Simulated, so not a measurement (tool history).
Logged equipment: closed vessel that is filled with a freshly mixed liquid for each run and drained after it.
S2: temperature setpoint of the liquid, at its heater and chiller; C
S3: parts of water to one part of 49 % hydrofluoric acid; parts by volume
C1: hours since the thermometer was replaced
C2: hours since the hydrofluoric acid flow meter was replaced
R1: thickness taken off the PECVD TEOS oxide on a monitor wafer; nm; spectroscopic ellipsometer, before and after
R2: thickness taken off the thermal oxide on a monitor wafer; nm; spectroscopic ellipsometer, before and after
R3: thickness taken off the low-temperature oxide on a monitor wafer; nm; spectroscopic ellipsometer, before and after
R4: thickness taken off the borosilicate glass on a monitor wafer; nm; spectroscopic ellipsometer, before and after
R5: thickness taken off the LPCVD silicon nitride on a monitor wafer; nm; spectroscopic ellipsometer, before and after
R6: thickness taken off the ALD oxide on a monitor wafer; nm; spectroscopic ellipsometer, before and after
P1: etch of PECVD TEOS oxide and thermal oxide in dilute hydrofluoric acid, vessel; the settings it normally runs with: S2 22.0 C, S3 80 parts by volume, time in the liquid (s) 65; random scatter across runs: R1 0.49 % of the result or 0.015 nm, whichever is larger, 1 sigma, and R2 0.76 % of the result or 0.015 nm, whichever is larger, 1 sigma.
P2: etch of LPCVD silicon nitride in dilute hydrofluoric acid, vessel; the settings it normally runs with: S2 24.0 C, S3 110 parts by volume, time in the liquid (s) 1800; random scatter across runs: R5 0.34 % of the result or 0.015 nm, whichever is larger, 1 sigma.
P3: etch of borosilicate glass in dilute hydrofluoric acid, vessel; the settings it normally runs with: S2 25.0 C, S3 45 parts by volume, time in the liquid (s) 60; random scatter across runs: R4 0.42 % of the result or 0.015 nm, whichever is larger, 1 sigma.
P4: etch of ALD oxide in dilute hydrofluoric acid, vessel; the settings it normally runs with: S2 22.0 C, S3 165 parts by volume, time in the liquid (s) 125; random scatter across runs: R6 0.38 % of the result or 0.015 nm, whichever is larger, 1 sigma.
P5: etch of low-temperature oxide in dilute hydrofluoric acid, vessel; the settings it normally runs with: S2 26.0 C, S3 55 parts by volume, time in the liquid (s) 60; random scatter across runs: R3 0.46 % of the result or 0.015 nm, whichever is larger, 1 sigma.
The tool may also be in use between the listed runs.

{"run": 1, "hour": 4.2, "process that ran": "P1", "S2": 22.0, "S3": 80, "time in the liquid (s)": 65, "C1": 1766.5, "C2": 322.2, "R1": 10.975, "R2": 3.4213}
{"run": 2, "hour": 9.3, "process that ran": "P5", "S2": 26.0, "S3": 55, "time in the liquid (s)": 60, "C1": 1771.6, "C2": 327.3, "R3": 24.143}
{"run": 3, "hour": 13.5, "process that ran": "P1", "S2": 22.0, "S3": 80, "time in the liquid (s)": 65, "C1": 1775.8, "C2": 331.5, "R1": 10.935, "R2": 3.4249}
{"run": 4, "hour": 18.8, "process that ran": "P3", "S2": 25.0, "S3": 45, "time in the liquid (s)": 60, "C1": 1781.1, "C2": 336.8, "R4": 83.077}
{"run": 5, "hour": 23.4, "process that ran": "P1", "S2": 30.0, "S3": 80, "time in the liquid (s)": 65, "C1": 1785.7, "C2": 341.4, "R1": 14.877, "R2": 4.7447}
{"run": 6, "hour": 30.4, "process that ran": "P2", "S2": 24.0, "S3": 110, "time in the liquid (s)": 2895, "C1": 1792.7, "C2": 348.4, "R5": 13.146}
{"run": 7, "hour": 36.6, "process that ran": "P2", "S2": 28.0, "S3": 110, "time in the liquid (s)": 1800, "C1": 1798.9, "C2": 354.6, "R5": 10.595}
{"run": 8, "hour": 41.1, "process that ran": "P5", "S2": 18.5, "S3": 55, "time in the liquid (s)": 60, "C1": 1803.4, "C2": 359.1, "R3": 17.566}
{"run": 9, "hour": 45.3, "process that ran": "P1", "S2": 22.0, "S3": 135, "time in the liquid (s)": 65, "C1": 1807.6, "C2": 363.3, "R1": 6.0952, "R2": 1.887}
{"run": 10, "hour": 49.5, "process that ran": "P5", "S2": 26.0, "S3": 55, "time in the liquid (s)": 30, "C1": 1811.8, "C2": 367.5, "R3": 12.107}
{"run": 11, "hour": 56.4, "process that ran": "P3", "S2": 25.0, "S3": 75, "time in the liquid (s)": 60, "C1": 1818.7, "C2": 374.4, "R4": 47.531}
{"run": 12, "hour": 60.0, "process that ran": "P1", "S2": 22.0, "S3": 80, "time in the liquid (s)": 65, "C1": 1822.3, "C2": 378.0, "R1": 10.866, "R2": 3.4913}
{"run": 13, "hour": 67.1, "process that ran": "P3", "S2": 25.0, "S3": 45, "time in the liquid (s)": 60, "C1": 1829.4, "C2": 385.1, "R4": 82.598}
{"run": 14, "hour": 74.4, "process that ran": "P5", "S2": 26.0, "S3": 105, "time in the liquid (s)": 60, "C1": 1836.7, "C2": 392.4, "R3": 11.857}
{"run": 15, "hour": 78.1, "process that ran": "P3", "S2": 32.5, "S3": 45, "time in the liquid (s)": 60, "C1": 1840.4, "C2": 396.1, "R4": 111.82}
{"run": 16, "hour": 82.7, "process that ran": "P1", "S2": 22.0, "S3": 80, "time in the liquid (s)": 65, "C1": 1845.0, "C2": 400.7, "R1": 11.028, "R2": 3.4364}
{"run": 17, "hour": 89.5, "process that ran": "P5", "S2": 26.0, "S3": 55, "time in the liquid (s)": 60, "C1": 1851.8, "C2": 407.5, "R3": 23.859}
{"run": 18, "hour": 95.0, "process that ran": "P2", "S2": 24.0, "S3": 185, "time in the liquid (s)": 1800, "C1": 1857.3, "C2": 413.0, "R5": 4.8493}
{"run": 19, "hour": 101.8, "process that ran": "P1", "S2": 22.0, "S3": 80, "time in the liquid (s)": 65, "C1": 1864.1, "C2": 419.8, "R1": 10.957, "R2": 3.3969}
{"run": 20, "hour": 107.3, "process that ran": "P1", "S2": 22.0, "S3": 80, "time in the liquid (s)": 95, "C1": 1869.6, "C2": 425.3, "R1": 15.978, "R2": 4.9926}
{"run": 21, "hour": 113.0, "process that ran": "P3", "S2": 25.0, "S3": 45, "time in the liquid (s)": 30, "C1": 1875.3, "C2": 431.0, "R4": 41.488}
{"run": 22, "hour": 118.2, "process that ran": "P4", "S2": 22.0, "S3": 45, "time in the liquid (s)": 125, "C1": 1880.5, "C2": 436.2, "R6": 59.865}
{"run": 23, "hour": 122.4, "process that ran": "P4", "S2": 22.0, "S3": 165, "time in the liquid (s)": 225, "C1": 1884.7, "C2": 440.4, "R6": 25.599}
{"run": 24, "hour": 129.9, "process that ran": "P1", "S2": 17.0, "S3": 80, "time in the liquid (s)": 65, "C1": 1892.2, "C2": 447.9, "R1": 8.9177, "R2": 2.7566}
{"run": 25, "hour": 133.8, "process that ran": "P2", "S2": 24.0, "S3": 110, "time in the liquid (s)": 1800, "C1": 1896.1, "C2": 451.8, "R5": 8.2026}
{"run": 26, "hour": 137.8, "process that ran": "P2", "S2": 24.0, "S3": 110, "time in the liquid (s)": 1800, "C1": 1900.1, "C2": 455.8, "R5": 8.1767}
{"run": 27, "hour": 145.3, "process that ran": "P4", "S2": 17.0, "S3": 165, "time in the liquid (s)": 125, "C1": 1907.6, "C2": 463.3, "R6": 11.774}
{"run": 28, "hour": 151.8, "process that ran": "P1", "S2": 26.5, "S3": 80, "time in the liquid (s)": 30, "C1": 1914.1, "C2": 469.8, "R1": 6.0486, "R2": 1.8634}
{"run": 29, "hour": 156.8, "process that ran": "P1", "S2": 22.0, "S3": 80, "time in the liquid (s)": 30, "C1": 1919.1, "C2": 474.8, "R1": 5.0452, "R2": 1.5576}
{"run": 30, "hour": 161.9, "process that ran": "P4", "S2": 22.0, "S3": 165, "time in the liquid (s)": 125, "C1": 1924.2, "C2": 479.9, "R6": 14.257}
{"run": 31, "hour": 166.6, "process that ran": "P1", "S2": 22.0, "S3": 45, "time in the liquid (s)": 65, "C1": 1928.9, "C2": 484.6, "R1": 20.182, "R2": 6.3958}
{"run": 32, "hour": 173.6, "process that ran": "P1", "S2": 22.0, "S3": 80, "time in the liquid (s)": 65, "C1": 1935.9, "C2": 491.6, "R1": 10.855, "R2": 3.4415}
{"run": 33, "hour": 180.7, "process that ran": "P1", "S2": 22.0, "S3": 80, "time in the liquid (s)": 65, "C1": 1943.0, "C2": 498.7, "R1": 10.411, "R2": 3.2608}
{"run": 34, "hour": 187.8, "process that ran": "P1", "S2": 22.0, "S3": 80, "time in the liquid (s)": 65, "C1": 1950.1, "C2": 505.8, "R1": 10.147, "R2": 3.1495}
{"run": 35, "hour": 194.9, "process that ran": "P1", "S2": 22.0, "S3": 80, "time in the liquid (s)": 65, "C1": 1957.2, "C2": 512.9, "R1": 9.9428, "R2": 3.1674}
{"run": 36, "hour": 200.7, "process that ran": "P1", "S2": 22.0, "S3": 80, "time in the liquid (s)": 65, "C1": 1963.0, "C2": 518.7, "R1": 9.9951, "R2": 3.1408}
{"run": 37, "hour": 206.5, "process that ran": "P1", "S2": 22.0, "S3": 80, "time in the liquid (s)": 65, "C1": 1968.8, "C2": 524.5, "R1": 9.9455, "R2": 3.0622}
{"run": 38, "hour": 213.8, "process that ran": "P1", "S2": 22.0, "S3": 80, "time in the liquid (s)": 65, "C1": 1976.1, "C2": 531.8, "R1": 9.9515, "R2": 3.168}

Compared with where it was, what P1 gives has crept away. Each cause listed below fits the log as well as the rest, at the size given for it:
A: hydrofluoric acid flow below the setpoint (%) = 8.78
B: liquid colder than its thermometer reads (K) = 2.45
The drift started at roughly hour 173.6.

Consider the 4 single-wafer check runs listed below, results given as question marks: which one distinguishes between the causes by giving clearly different results for each?
{"run": "check 1", "hour": 221.1, "process that ran": "P2", "S2": 24.0, "S3": 155, "time in the liquid (s)": 1800, "R5": "?"}
{"run": "check 2", "hour": 221.1, "process that ran": "P5", "S2": 21.5, "S3": 95, "time in the liquid (s)": 60, "R3": "?"}
{"run": "check 3", "hour": 221.1, "process that ran": "P3", "S2": 32.0, "S3": 45, "time in the liquid (s)": 30, "R4": "?"}
{"run": "check 4", "hour": 221.1, "process that ran": "P4", "S2": 18.0, "S3": 85, "time in the liquid (s)": 125, "R6": "?"}

Outcome of each check run for each possible cause:
check=check_1 result=R5 if_A=5.3261 if_B=4.9735
check=check_2 result=R3 if_A=9.9894 if_B=10.0070
check=check_3 result=R4 if_A=49.515 if_B=49.657
check=check_4 result=R6 if_A=23.208 if_B=23.122
Minimum pairwise separation of causes per check, each pair taken at its best-separating result: check 1 6.85 %; check 2 0.17 %; check 3 0.29 %; check 4 0.37 %
Check 1 tells the causes apart: in the others they would give nearly the same result.

Check 1 was carried out, with these results: R5 4.9522 nm. Which of the listed causes is responsible?

The correct cause is B, namely: liquid colder than its thermometer reads (K).

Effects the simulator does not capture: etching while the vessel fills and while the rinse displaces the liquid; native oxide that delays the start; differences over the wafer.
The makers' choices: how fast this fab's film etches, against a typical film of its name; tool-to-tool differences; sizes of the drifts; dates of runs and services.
